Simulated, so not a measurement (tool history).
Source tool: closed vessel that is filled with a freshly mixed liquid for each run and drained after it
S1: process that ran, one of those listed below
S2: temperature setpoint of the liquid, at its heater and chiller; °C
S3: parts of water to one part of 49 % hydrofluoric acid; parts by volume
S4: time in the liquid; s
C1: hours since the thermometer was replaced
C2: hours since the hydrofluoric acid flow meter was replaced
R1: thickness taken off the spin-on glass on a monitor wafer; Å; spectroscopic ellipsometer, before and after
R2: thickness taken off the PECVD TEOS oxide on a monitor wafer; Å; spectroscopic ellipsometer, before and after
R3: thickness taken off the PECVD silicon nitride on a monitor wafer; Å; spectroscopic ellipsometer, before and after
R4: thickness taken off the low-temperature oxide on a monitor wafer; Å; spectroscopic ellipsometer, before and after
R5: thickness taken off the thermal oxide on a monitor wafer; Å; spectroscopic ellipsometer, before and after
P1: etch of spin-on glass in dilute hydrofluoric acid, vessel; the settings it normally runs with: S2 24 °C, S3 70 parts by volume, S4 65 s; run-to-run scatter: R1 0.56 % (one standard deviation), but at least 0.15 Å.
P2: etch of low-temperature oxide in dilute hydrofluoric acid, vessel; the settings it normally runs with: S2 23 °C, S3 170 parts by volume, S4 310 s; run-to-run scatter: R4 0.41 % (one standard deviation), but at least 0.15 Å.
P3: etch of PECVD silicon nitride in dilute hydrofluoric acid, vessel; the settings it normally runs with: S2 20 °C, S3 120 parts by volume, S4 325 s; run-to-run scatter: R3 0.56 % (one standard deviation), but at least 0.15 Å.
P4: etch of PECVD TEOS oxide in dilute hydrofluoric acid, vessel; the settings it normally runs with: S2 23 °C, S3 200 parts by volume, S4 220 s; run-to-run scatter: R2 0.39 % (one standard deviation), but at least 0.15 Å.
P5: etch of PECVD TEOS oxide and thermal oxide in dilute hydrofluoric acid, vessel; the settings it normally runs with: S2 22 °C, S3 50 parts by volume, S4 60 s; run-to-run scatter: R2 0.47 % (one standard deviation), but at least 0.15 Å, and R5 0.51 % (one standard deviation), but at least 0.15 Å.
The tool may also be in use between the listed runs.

Run 1, day 0.467: S1 P1, S2 24 °C, S3 70 parts by volume, S4 65 s; C1 1200.2; C2 585.9. Result: R1 386.03 Å.
Run 2, day 1.008: S1 P1, S2 24 °C, S3 70 parts by volume, S4 65 s; C1 1213.2; C2 598.9. Result: R1 384.82 Å.
Run 3, day 1.558: S1 P4, S2 23 °C, S3 45 parts by volume, S4 220 s; C1 1226.4; C2 612.1. Result: R2 1442.5 Å.
Run 4, day 2.279: S1 P1, S2 24 °C, S3 70 parts by volume, S4 65 s; C1 1243.7; C2 629.4. Result: R1 382.2 Å.
Run 5, day 2.9: S1 P3, S2 20 °C, S3 120 parts by volume, S4 325 s; C1 1258.6; C2 644.3. Result: R3 50.584 Å.
Run 6, day 3.504: S1 P1, S2 30.5 °C, S3 70 parts by volume, S4 65 s; C1 1273.1; C2 658.8. Result: R1 495.82 Å.
Run 7, day 3.908: S1 P1, S2 24 °C, S3 70 parts by volume, S4 65 s; C1 1282.8; C2 668.5. Result: R1 386.67 Å.
Run 8, day 4.579: S1 P2, S2 17 °C, S3 170 parts by volume, S4 310 s; C1 1298.9; C2 684.6. Result: R4 328.9 Å.
Run 9, day 5.108: S1 P3, S2 20 °C, S3 60 parts by volume, S4 325 s; C1 1311.6; C2 697.3. Result: R3 99.608 Å.
Run 10, day 5.538: S1 P2, S2 23 °C, S3 170 parts by volume, S4 310 s; C1 1321.9; C2 707.6. Result: R4 414.04 Å.
Run 11, day 5.888: S1 P1, S2 24 °C, S3 70 parts by volume, S4 65 s; C1 1330.3; C2 716. Result: R1 387.17 Å.
Run 12, day 6.438: S1 P4, S2 30.5 °C, S3 200 parts by volume, S4 220 s; C1 1343.5; C2 729.2. Result: R2 352.11 Å.
Run 13, day 6.796: S1 P2, S2 23 °C, S3 170 parts by volume, S4 75 s; C1 1352.1; C2 737.8. Result: R4 100.1 Å.
Run 14, day 7.292: S1 P3, S2 28.5 °C, S3 120 parts by volume, S4 325 s; C1 1364; C2 749.7. Result: R3 88.179 Å.
Run 15, day 7.804: S1 P1, S2 24 °C, S3 70 parts by volume, S4 65 s; C1 1376.3; C2 762. Result: R1 382.49 Å.
Run 16, day 8.167: S1 P1, S2 24 °C, S3 105 parts by volume, S4 65 s; C1 1385; C2 770.7. Result: R1 248.42 Å.
Run 17, day 8.775: S1 P4, S2 23 °C, S3 200 parts by volume, S4 220 s; C1 1399.6; C2 785.3. Result: R2 269.62 Å.
Run 18, day 9.242: S1 P5, S2 22 °C, S3 50 parts by volume, S4 105 s; C1 1410.8; C2 796.5. Result: R2 460.16 Å, R5 103.69 Å.
Run 19, day 9.575: S1 P1, S2 20 °C, S3 70 parts by volume, S4 65 s; C1 1418.8; C2 804.5. Result: R1 324.01 Å.
Run 20, day 10.267: S1 P2, S2 23 °C, S3 85 parts by volume, S4 310 s; C1 1435.4; C2 821.1. Result: R4 917.77 Å.
Run 21, day 10.842: S1 P1, S2 27 °C, S3 110 parts by volume, S4 65 s; C1 1449.2; C2 834.9. Result: R1 263.86 Å.
Run 22, day 11.304: S1 P3, S2 20 °C, S3 120 parts by volume, S4 615 s; C1 1460.3; C2 846. Result: R3 94.897 Å.
Run 23, day 11.892: S1 P5, S2 22 °C, S3 50 parts by volume, S4 60 s; C1 1474.4; C2 860.1. Result: R2 265.36 Å, R5 58.44 Å.
Run 24, day 12.3: S1 P4, S2 23 °C, S3 200 parts by volume, S4 50 s; C1 1484.2; C2 869.9. Result: R2 61.629 Å.
Run 25, day 12.879: S1 P4, S2 23 °C, S3 200 parts by volume, S4 220 s; C1 1498.1; C2 883.8. Result: R2 268.02 Å.
Run 26, day 13.312: S1 P5, S2 29.5 °C, S3 50 parts by volume, S4 60 s; C1 1508.5; C2 894.2. Result: R2 360 Å, R5 80.397 Å.
Run 27, day 13.842: S1 P1, S2 19.5 °C, S3 35 parts by volume, S4 65 s; C1 1521.2; C2 906.9. Result: R1 664.72 Å.
Run 28, day 14.479: S1 P5, S2 22 °C, S3 20 parts by volume, S4 60 s; C1 1536.5; C2 922.2. Result: R2 680.3 Å, R5 153.5 Å.
Run 29, day 15.025: S1 P1, S2 24 °C, S3 70 parts by volume, S4 110 s; C1 1549.6; C2 935.3. Result: R1 652.15 Å.
Run 30, day 15.425: S1 P1, S2 24 °C, S3 20 parts by volume, S4 65 s; C1 1559.2; C2 944.9. Result: R1 1440.1 Å.
Run 31, day 15.988: S1 P1, S2 28 °C, S3 70 parts by volume, S4 40 s; C1 1572.7; C2 958.4. Result: R1 276.01 Å.
Run 32, day 16.588: S1 P1, S2 24 °C, S3 70 parts by volume, S4 30 s; C1 1587.1; C2 972.8. Result: R1 177.92 Å.
Run 33, day 17.217: S1 P1, S2 24 °C, S3 70 parts by volume, S4 65 s; C1 1602.2; C2 987.9. Result: R1 386.43 Å.
Run 34, day 17.704: S1 P1, S2 24 °C, S3 70 parts by volume, S4 65 s; C1 1613.9; C2 999.6. Result: R1 376.82 Å.
Run 35, day 18.362: S1 P1, S2 24 °C, S3 70 parts by volume, S4 65 s; C1 1629.7; C2 1015.4. Result: R1 365.59 Å.
Run 36, day 18.892: S1 P1, S2 24 °C, S3 70 parts by volume, S4 65 s; C1 1642.4; C2 1028.1. Result: R1 359.73 Å.
Run 37, day 19.296: S1 P1, S2 24 °C, S3 70 parts by volume, S4 65 s; C1 1652.1; C2 1037.8. Result: R1 360.02 Å.
Run 38, day 19.721: S1 P1, S2 24 °C, S3 70 parts by volume, S4 65 s; C1 1662.3; C2 1048. Result: R1 362.98 Å.
Run 39, day 20.046: S1 P1, S2 24 °C, S3 70 parts by volume, S4 65 s; C1 1670.1; C2 1055.8. Result: R1 360.23 Å.
Run 40, day 20.696: S1 P1, S2 24 °C, S3 70 parts by volume, S4 65 s; C1 1685.7; C2 1071.4. Result: R1 355.86 Å.

What P1 gives has crept off from where it sat before. The 2 causes that follow fit the log equally well, each at the size noted:
A: hydrofluoric acid flow below the setpoint (%) = 6.3
B: liquid colder than its thermometer reads (K) = 1.75
The drift started at roughly day 17.217.

Consider the 4 single-wafer check runs listed below, results given as question marks: which one distinguishes between the causes by giving clearly different results for each?
Run check 1, day 21.346: S1 P5, S2 25.5 °C, S3 30 parts by volume, S4 60 s. Result: R2 ?, R5 ?.
Run check 2, day 21.346: S1 P4, S2 28 °C, S3 55 parts by volume, S4 220 s. Result: R2 ?.
Run check 3, day 21.346: S1 P2, S2 23 °C, S3 95 parts by volume, S4 310 s. Result: R4 ?.
Run check 4, day 21.346: S1 P3, S2 24.5 °C, S3 120 parts by volume, S4 325 s. Result: R3 ?.

Expected result of each check under each candidate cause:
  check  result    if A    if B
check 1      R2  488.49  486.11
check 1      R5  108.99  108.45
check 2      R2  1323.8  1324.4
check 3      R4  753.23  754.75
check 4      R3  64.024  60.887
Gap, in per cent, between the two causes that each check separates least, read from the result that separates them most: check 1 0.49 %; check 2 0.05 %; check 3 0.2 %; check 4 5.02 %
Check 4 distinguishes between the causes, while the remaining checks would return nearly the same result for all of them.

Check 4 was then run and gave: R3 63.859 Å. Which cause is it?

It is A: hydrofluoric acid flow below the setpoint (%).
